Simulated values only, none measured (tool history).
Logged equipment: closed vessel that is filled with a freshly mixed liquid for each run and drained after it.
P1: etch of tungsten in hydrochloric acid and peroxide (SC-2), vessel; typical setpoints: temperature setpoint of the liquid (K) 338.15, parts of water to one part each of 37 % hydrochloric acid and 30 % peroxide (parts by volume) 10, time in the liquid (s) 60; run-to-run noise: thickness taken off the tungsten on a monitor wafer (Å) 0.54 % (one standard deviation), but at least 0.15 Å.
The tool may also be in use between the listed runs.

| run | hour | temperature setpoint of the liquid (K) | parts of water to one part each of 37 % hydrochloric acid and 30 % peroxide (parts by volume) | time in the liquid (s) | hours since the thermometer was replaced | hours since the chemicals flow meter was replaced | hours since the drum of peroxide was connected | thickness taken off the tungsten on a monitor wafer (Å) |
|---|---|---|---|---|---|---|---|---|
| 1 | 8 | 338.15 | 10 | 60 | 929.9 | 370 | 133.5 | 372.61 |
| 2 | 14.1 | 323.15 | 10 | 60 | 936 | 376.1 | 139.6 | 144.55 |
| 3 | 20.6 | 345.15 | 10 | 60 | 942.5 | 382.6 | 146.1 | 572.94 |
| 4 | 27.3 | 338.15 | 10 | 30 | 949.2 | 389.3 | 152.8 | 187.81 |
| 5 | 33.8 | 338.15 | 10 | 105 | 955.7 | 395.8 | 159.3 | 660.14 |
| 6 | 41.2 | 338.15 | 18.5 | 60 | 963.1 | 403.2 | 166.7 | 220.19 |
| 7 | 45.4 | 338.15 | 4 | 60 | 967.3 | 407.4 | 170.9 | 741.39 |
| 8 | 50 | 338.15 | 10 | 60 | 971.9 | 412 | 175.5 | 374.35 |
| 9 | 55.6 | 344.65 | 10 | 110 | 977.5 | 417.6 | 181.1 | 1019.1 |
| 10 | 61.1 | 338.15 | 10 | 60 | 983 | 423.1 | 186.6 | 377.91 |
| 11 | 68 | 338.15 | 10 | 60 | 989.9 | 430 | 193.5 | 372.88 |
| 12 | 75.2 | 338.15 | 10 | 60 | 997.1 | 437.2 | 200.7 | 373.95 |
| 13 | 83.6 | 338.15 | 10 | 60 | 1005.5 | 445.6 | 209.1 | 377.43 |
| 14 | 88.7 | 338.15 | 10 | 60 | 1010.6 | 450.7 | 214.2 | 372.81 |
| 15 | 93.3 | 338.15 | 10 | 60 | 1015.2 | 455.3 | 218.8 | 379.31 |
| 16 | 99.3 | 338.15 | 10 | 60 | 1021.2 | 461.3 | 224.8 | 391.94 |
| 17 | 106 | 338.15 | 10 | 60 | 1027.9 | 468 | 231.5 | 388.35 |
| 18 | 114.1 | 338.15 | 10 | 60 | 1036 | 476.1 | 239.6 | 400.28 |
| 19 | 122 | 338.15 | 10 | 60 | 1043.9 | 484 | 247.5 | 396.81 |

For run 20, what comes out?
| 20 | 127.8 | 338.15 | 10 | 60 | 1049.7 | 489.8 | 253.3 | ? |

Logged for run 20: thickness taken off the tungsten on a monitor wafer (Å) 396.85.
